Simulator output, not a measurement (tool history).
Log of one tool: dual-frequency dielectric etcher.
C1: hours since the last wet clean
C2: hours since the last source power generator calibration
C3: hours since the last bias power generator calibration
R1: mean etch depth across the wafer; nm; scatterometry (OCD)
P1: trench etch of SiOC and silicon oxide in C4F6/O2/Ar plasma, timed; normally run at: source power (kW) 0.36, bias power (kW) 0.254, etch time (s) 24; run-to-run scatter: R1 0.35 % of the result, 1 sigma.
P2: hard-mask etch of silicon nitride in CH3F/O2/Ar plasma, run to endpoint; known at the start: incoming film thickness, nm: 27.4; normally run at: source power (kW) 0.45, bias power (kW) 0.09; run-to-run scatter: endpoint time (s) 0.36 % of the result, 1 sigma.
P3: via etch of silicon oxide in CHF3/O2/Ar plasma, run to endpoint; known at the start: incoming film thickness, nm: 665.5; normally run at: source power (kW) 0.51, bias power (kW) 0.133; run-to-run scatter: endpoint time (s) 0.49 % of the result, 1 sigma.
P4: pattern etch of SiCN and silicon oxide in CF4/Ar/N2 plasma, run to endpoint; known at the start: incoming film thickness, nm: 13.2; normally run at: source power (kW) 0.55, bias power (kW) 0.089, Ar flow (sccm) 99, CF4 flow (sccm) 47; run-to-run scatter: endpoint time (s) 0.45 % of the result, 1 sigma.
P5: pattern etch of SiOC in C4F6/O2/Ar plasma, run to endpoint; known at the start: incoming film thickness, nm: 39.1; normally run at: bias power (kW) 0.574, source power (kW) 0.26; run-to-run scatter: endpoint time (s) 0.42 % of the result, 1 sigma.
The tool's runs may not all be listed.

run 1 hour=14.1 | process_that_ran=P1 source_power_(kW)=0.36 bias_power_(kW)=0.254 etch_time_(s)=24 | C1=219.3 C2=2331.2 C3=1660.6 | R1=49.596
run 2 hour=21.9 | process_that_ran=P5 source_power_(kW)=0.26 bias_power_(kW)=0.574 | C1=227.1 C2=2339 C3=1668.4 | endpoint_time_(s)=14.469
run 3 hour=30.6 | process_that_ran=P1 source_power_(kW)=0.47 bias_power_(kW)=0.254 etch_time_(s)=24 | C1=235.8 C2=2347.7 C3=1677.1 | R1=55.191
run 4 hour=39.3 | process_that_ran=P1 source_power_(kW)=0.36 bias_power_(kW)=0.352 etch_time_(s)=24 | C1=244.5 C2=2356.4 C3=1685.8 | R1=55.736
run 5 hour=50.1 | process_that_ran=P4 source_power_(kW)=0.55 bias_power_(kW)=0.089 Ar_flow_(sccm)=75 CF4_flow_(sccm)=47 | C1=255.3 C2=2367.2 C3=1696.6 | endpoint_time_(s)=12.097
run 6 hour=63.8 | process_that_ran=P4 source_power_(kW)=0.55 bias_power_(kW)=0.065 Ar_flow_(sccm)=99 CF4_flow_(sccm)=47 | C1=269 C2=2380.9 C3=1710.3 | endpoint_time_(s)=14.128
run 7 hour=74.1 | process_that_ran=P3 source_power_(kW)=0.51 bias_power_(kW)=0.133 | C1=279.3 C2=2391.2 C3=1720.6 | endpoint_time_(s)=407.6
run 8 hour=83.8 | process_that_ran=P2 source_power_(kW)=0.45 bias_power_(kW)=0.09 | C1=289 C2=2400.9 C3=1730.3 | endpoint_time_(s)=35.248
run 9 hour=93.4 | process_that_ran=P3 source_power_(kW)=0.31 bias_power_(kW)=0.133 | C1=298.6 C2=2410.5 C3=1739.9 | endpoint_time_(s)=496.29
run 10 hour=101.6 | process_that_ran=P1 source_power_(kW)=0.26 bias_power_(kW)=0.254 etch_time_(s)=24 | C1=306.8 C2=2418.7 C3=1748.1 | R1=43.993
run 11 hour=108.4 | process_that_ran=P1 source_power_(kW)=0.36 bias_power_(kW)=0.254 etch_time_(s)=24 | C1=313.6 C2=2425.5 C3=1754.9 | R1=49.776
run 12 hour=116.4 | process_that_ran=P4 source_power_(kW)=0.55 bias_power_(kW)=0.089 Ar_flow_(sccm)=99 CF4_flow_(sccm)=47 | C1=321.6 C2=2433.5 C3=1762.9 | endpoint_time_(s)=12.54
-- hour=119.5 bias power generator calibrated
run 13 hour=124.2 | process_that_ran=P1 source_power_(kW)=0.49 bias_power_(kW)=0.206 etch_time_(s)=24 | C1=329.4 C2=2441.3 C3=4.7 | R1=52.517
run 14 hour=131.4 | process_that_ran=P1 source_power_(kW)=0.36 bias_power_(kW)=0.254 etch_time_(s)=34.5 | C1=336.6 C2=2448.5 C3=11.9 | R1=71.657
run 15 hour=144.2 | process_that_ran=P1 source_power_(kW)=0.36 bias_power_(kW)=0.254 etch_time_(s)=24 | C1=349.4 C2=2461.3 C3=24.7 | R1=50.001
run 16 hour=157.6 | process_that_ran=P5 source_power_(kW)=0.17 bias_power_(kW)=0.574 | C1=362.8 C2=2474.7 C3=38.1 | endpoint_time_(s)=16.99
run 17 hour=168 | process_that_ran=P1 source_power_(kW)=0.36 bias_power_(kW)=0.254 etch_time_(s)=24 | C1=373.2 C2=2485.1 C3=48.5 | R1=49.823
run 18 hour=181.3 | process_that_ran=P5 source_power_(kW)=0.26 bias_power_(kW)=0.574 | C1=386.5 C2=2498.4 C3=61.8 | endpoint_time_(s)=14.489
run 19 hour=190.5 | process_that_ran=P1 source_power_(kW)=0.3 bias_power_(kW)=0.18 etch_time_(s)=24 | C1=395.7 C2=2507.6 C3=71 | R1=41.63
run 20 hour=201.9 | process_that_ran=P1 source_power_(kW)=0.36 bias_power_(kW)=0.254 etch_time_(s)=24 | C1=407.1 C2=2519 C3=82.4 | R1=49.872
run 21 hour=210.9 | process_that_ran=P1 source_power_(kW)=0.36 bias_power_(kW)=0.254 etch_time_(s)=24 | C1=416.1 C2=2528 C3=91.4 | R1=49.583
run 22 hour=221.8 | process_that_ran=P1 source_power_(kW)=0.36 bias_power_(kW)=0.254 etch_time_(s)=14 | C1=427 C2=2538.9 C3=102.3 | R1=29.175
run 23 hour=234.7 | process_that_ran=P2 source_power_(kW)=0.45 bias_power_(kW)=0.064 | C1=439.9 C2=2551.8 C3=115.2 | endpoint_time_(s)=39.726
run 24 hour=243.3 | process_that_ran=P1 source_power_(kW)=0.48 bias_power_(kW)=0.17 etch_time_(s)=24 | C1=448.5 C2=2560.4 C3=123.8 | R1=48.596
run 25 hour=251.4 | process_that_ran=P2 source_power_(kW)=0.55 bias_power_(kW)=0.09 | C1=456.6 C2=2568.5 C3=131.9 | endpoint_time_(s)=32.812
run 26 hour=261.5 | process_that_ran=P2 source_power_(kW)=0.45 bias_power_(kW)=0.09 | C1=466.7 C2=2578.6 C3=142 | endpoint_time_(s)=35.429
run 27 hour=268.3 | process_that_ran=P4 source_power_(kW)=0.78 bias_power_(kW)=0.089 Ar_flow_(sccm)=99 CF4_flow_(sccm)=47 | C1=473.5 C2=2585.4 C3=148.8 | endpoint_time_(s)=9.2453
run 28 hour=282.2 | process_that_ran=P3 source_power_(kW)=0.51 bias_power_(kW)=0.092 | C1=487.4 C2=2599.3 C3=162.7 | endpoint_time_(s)=457.07
run 29 hour=294.1 | process_that_ran=P1 source_power_(kW)=0.36 bias_power_(kW)=0.183 etch_time_(s)=24 | C1=499.3 C2=2611.2 C3=174.6 | R1=44.705
run 30 hour=304.5 | process_that_ran=P3 source_power_(kW)=0.51 bias_power_(kW)=0.133 | C1=509.7 C2=2621.6 C3=185 | endpoint_time_(s)=405.9
run 31 hour=316.2 | process_that_ran=P5 source_power_(kW)=0.26 bias_power_(kW)=0.416 | C1=521.4 C2=2633.3 C3=196.7 | endpoint_time_(s)=16.388
run 32 hour=325 | process_that_ran=P4 source_power_(kW)=0.55 bias_power_(kW)=0.089 Ar_flow_(sccm)=99 CF4_flow_(sccm)=36 | C1=530.2 C2=2642.1 C3=205.5 | endpoint_time_(s)=13.026
run 33 hour=335.1 | process_that_ran=P1 source_power_(kW)=0.36 bias_power_(kW)=0.254 etch_time_(s)=24 | C1=540.3 C2=2652.2 C3=215.6 | R1=49.529
run 34 hour=347.1 | process_that_ran=P1 source_power_(kW)=0.36 bias_power_(kW)=0.254 etch_time_(s)=24 | C1=552.3 C2=2664.2 C3=227.6 | R1=49.375
run 35 hour=360.2 | process_that_ran=P1 source_power_(kW)=0.36 bias_power_(kW)=0.254 etch_time_(s)=24 | C1=565.4 C2=2677.3 C3=240.7 | R1=49.237

The next listed run, before its measurement:
run 36 hour=367.2 | process_that_ran=P1 source_power_(kW)=0.36 bias_power_(kW)=0.254 etch_time_(s)=24 | C1=572.4 C2=2684.3 C3=247.7 | R1=?

R1: 49.291 nm
